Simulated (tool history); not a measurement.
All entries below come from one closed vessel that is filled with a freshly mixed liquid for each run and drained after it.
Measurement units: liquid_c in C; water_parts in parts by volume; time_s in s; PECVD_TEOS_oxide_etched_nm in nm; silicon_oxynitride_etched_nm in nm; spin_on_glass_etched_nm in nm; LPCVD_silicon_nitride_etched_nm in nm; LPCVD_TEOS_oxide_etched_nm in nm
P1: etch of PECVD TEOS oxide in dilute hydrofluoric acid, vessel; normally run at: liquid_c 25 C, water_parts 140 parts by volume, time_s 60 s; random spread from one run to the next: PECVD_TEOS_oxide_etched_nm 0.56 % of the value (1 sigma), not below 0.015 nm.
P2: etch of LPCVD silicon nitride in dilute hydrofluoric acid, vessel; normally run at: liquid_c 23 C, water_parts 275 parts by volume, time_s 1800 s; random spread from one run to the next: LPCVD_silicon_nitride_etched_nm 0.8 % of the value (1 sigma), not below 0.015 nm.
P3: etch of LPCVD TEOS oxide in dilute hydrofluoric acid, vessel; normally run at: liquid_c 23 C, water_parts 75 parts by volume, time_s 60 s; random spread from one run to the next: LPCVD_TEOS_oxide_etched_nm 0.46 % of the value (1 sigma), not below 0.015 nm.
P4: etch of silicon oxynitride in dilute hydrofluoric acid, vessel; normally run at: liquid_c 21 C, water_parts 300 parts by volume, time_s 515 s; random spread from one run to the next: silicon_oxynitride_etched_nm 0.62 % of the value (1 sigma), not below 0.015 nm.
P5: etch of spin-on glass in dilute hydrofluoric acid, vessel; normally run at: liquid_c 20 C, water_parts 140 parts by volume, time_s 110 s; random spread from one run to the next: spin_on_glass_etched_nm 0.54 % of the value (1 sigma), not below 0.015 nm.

run,hour,process,liquid_c,water_parts,time_s,PECVD_TEOS_oxide_etched_nm,silicon_oxynitride_etched_nm,spin_on_glass_etched_nm,LPCVD_silicon_nitride_etched_nm,LPCVD_TEOS_oxide_etched_nm
1,4.5,P1,25,140,60,4.5472,,,,
2,9.0,P4,26,300,515,,6.6425,,,
3,14.4,P5,20,140,110,,,18.1950,,
4,19.7,P1,25,140,60,4.5862,,,,
5,27.0,P2,18,275,1800,,,,2.4516,
6,34.2,P1,25,140,30,2.2523,,,,
7,38.8,P1,25,140,60,4.6047,,,,
8,45.4,P1,31,140,60,5.7271,,,,
9,48.8,P3,27,75,60,,,,,29.942
10,53.9,P2,23,275,1800,,,,3.3846,
11,60.1,P4,21,300,515,,5.4130,,,
12,66.2,P2,23,275,560,,,,1.0642,
13,71.9,P5,17,140,110,,,16.1130,,
14,75.6,P1,25,140,60,4.6070,,,,
15,79.5,P2,23,505,1800,,,,1.8423,
16,83.8,P5,20,245,110,,,9.4314,,
17,87.0,P1,20,140,60,3.7833,,,,
18,92.2,P1,25,245,60,2.3426,,,,
19,99.1,P3,23,140,60,,,,,12.547
20,103.9,P5,20,140,185,,,30.5510,,
21,107.1,P4,21,500,515,,2.8948,,,
22,113.7,P1,25,55,30,6.4436,,,,
23,118.3,P1,25,140,60,4.5451,,,,
24,124.8,P1,25,25,60,29.7500,,,,
25,129.8,P1,18,70,60,7.5571,,,,
26,133.8,P3,23,75,60,,,,,25.165
27,138.7,P2,23,275,1800,,,,3.3335,
28,143.0,P1,25,140,60,4.5844,,,,
29,147.6,P5,20,140,110,,,18.0840,,
# hour 152.0: thermometer replaced
30,152.3,P4,21,300,755,,7.8504,,,
31,156.2,P1,31,140,30,2.8685,,,,
32,161.0,P4,21,300,515,,5.4136,,,
33,165.7,P3,23,75,30,,,,,12.715
34,169.1,P1,25,140,110,8.4375,,,,
35,174.9,P1,25,140,60,4.5908,,,,
36,181.1,P1,25,140,60,4.4496,,,,
37,186.0,P1,25,140,60,4.4242,,,,
38,190.7,P1,25,140,60,4.3804,,,,
39,194.6,P1,25,140,60,4.3605,,,,
40,200.9,P1,25,140,60,4.3434,,,,
41,205.9,P1,25,140,60,4.3883,,,,
42,211.1,P1,25,140,60,4.3425,,,,
43,214.8,P1,25,140,60,4.3874,,,,
44,220.1,P1,25,140,60,4.3438,,,,
45,227.3,P1,25,140,60,4.3354,,,,

Something has made what P1 gives creep away from where it was; the 2 causes below, each at its own stated size, fit the log equally well:
A: liquid colder than its thermometer reads (K) = 1.48
B: hydrofluoric acid flow below the setpoint (%) = 4.75
Creep in the process output first set in at about hour 174.9.

Each of the check runs listed below is run on 5 wafers and reports their average, with the results left as question marks. Pick the one under which the possible causes would lead to clearly different results.
check 1,234.5,P5,20.0,240,170,,,?,,
check 2,234.5,P3,23.0,105,60,,,,,?
check 3,234.5,P2,23.0,440,1800,,,,?,
check 4,234.5,P4,24.5,465,515,,?,,,

What every check run would give for each of its results, assuming each possible cause in turn:
check,result,if A,if B
check 1,spin_on_glass_etched_nm,14.0020,13.9520
check 2,LPCVD_TEOS_oxide_etched_nm,16.473,16.546
check 3,LPCVD_silicon_nitride_etched_nm,1.9390,2.0187
check 4,silicon_oxynitride_etched_nm,3.4474,3.4333
Smallest distance between any two causes, each pair judged by its most separating result, in per cent: check 1 0.36 %; check 2 0.44 %; check 3 4.03 %; check 4 0.41 %
Of the check runs offered, only check 3 discriminates between the causes; the rest would read about the same regardless of which cause applies.

After running check 3, the following was obtained: LPCVD_silicon_nitride_etched_nm 1.9309 nm. Which cause does this point to?

It is A: liquid colder than its thermometer reads (K).

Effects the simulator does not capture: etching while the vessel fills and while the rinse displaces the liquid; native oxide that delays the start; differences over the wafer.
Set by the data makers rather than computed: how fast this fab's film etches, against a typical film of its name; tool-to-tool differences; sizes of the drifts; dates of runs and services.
